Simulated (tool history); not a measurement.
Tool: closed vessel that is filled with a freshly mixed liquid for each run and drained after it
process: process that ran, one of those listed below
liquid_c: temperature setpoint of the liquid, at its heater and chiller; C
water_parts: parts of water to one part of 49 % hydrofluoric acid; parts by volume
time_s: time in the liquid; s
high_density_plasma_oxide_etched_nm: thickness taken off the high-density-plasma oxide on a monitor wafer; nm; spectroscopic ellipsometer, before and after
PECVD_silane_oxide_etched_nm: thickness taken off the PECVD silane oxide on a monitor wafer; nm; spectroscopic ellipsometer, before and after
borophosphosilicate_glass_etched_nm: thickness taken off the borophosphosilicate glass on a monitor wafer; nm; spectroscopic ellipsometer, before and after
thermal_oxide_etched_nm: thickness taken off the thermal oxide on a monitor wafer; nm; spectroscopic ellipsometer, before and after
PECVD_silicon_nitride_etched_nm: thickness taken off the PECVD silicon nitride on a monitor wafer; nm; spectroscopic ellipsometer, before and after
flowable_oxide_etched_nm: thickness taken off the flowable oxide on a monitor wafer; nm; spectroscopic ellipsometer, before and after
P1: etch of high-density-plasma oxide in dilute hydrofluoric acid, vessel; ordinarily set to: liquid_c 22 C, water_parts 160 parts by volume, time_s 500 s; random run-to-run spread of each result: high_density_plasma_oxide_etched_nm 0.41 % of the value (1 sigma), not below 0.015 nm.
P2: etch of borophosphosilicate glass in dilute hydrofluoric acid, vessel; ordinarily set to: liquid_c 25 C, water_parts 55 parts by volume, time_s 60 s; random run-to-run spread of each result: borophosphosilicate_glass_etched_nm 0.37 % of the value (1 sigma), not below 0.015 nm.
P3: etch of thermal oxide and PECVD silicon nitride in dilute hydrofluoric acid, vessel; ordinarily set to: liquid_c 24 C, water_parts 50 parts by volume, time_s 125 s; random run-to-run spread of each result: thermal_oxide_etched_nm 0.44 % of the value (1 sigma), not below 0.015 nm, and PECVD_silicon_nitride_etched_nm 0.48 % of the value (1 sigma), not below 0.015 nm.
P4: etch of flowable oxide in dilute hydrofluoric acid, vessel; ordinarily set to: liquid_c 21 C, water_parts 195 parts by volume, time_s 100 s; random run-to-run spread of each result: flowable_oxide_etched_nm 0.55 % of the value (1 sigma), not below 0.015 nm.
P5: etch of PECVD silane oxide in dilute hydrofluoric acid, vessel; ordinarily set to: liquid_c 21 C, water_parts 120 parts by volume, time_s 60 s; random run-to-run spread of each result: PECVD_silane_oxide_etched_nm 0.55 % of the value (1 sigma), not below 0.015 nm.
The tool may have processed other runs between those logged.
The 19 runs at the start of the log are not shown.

run,hour,process,liquid_c,water_parts,time_s,hours since the thermometer was replaced,hours since the hydrofluoric acid flow meter was replaced,high_density_plasma_oxide_etched_nm,PECVD_silane_oxide_etched_nm,borophosphosilicate_glass_etched_nm,thermal_oxide_etched_nm,PECVD_silicon_nitride_etched_nm,flowable_oxide_etched_nm
20,214,P1,22,50,500,42.7,111.3,49.501,,,,,
21,228.2,P1,22,160,500,56.9,125.5,13.529,,,,,
22,238.6,P3,24,75,125,67.3,135.9,,,,8.0369,8.1047,
23,251.7,P1,26,160,500,80.4,149,15.737,,,,,
24,263,P4,21,195,45,91.7,160.3,,,,,,6.0683
25,277.1,P5,21,120,60,105.8,174.4,,13.036,,,,
26,286.6,P4,28,195,100,115.3,183.9,,,,,,17.489
27,295.6,P1,17,160,210,124.3,192.9,4.6688,,,,,
28,303.2,P4,21,195,100,131.9,200.5,,,,,,13.548

The next listed run, before its measurement:
29,310.9,P1,22,160,500,139.6,208.2,?,,,,,

Logged for run 29: high_density_plasma_oxide_etched_nm 13.601 nm.
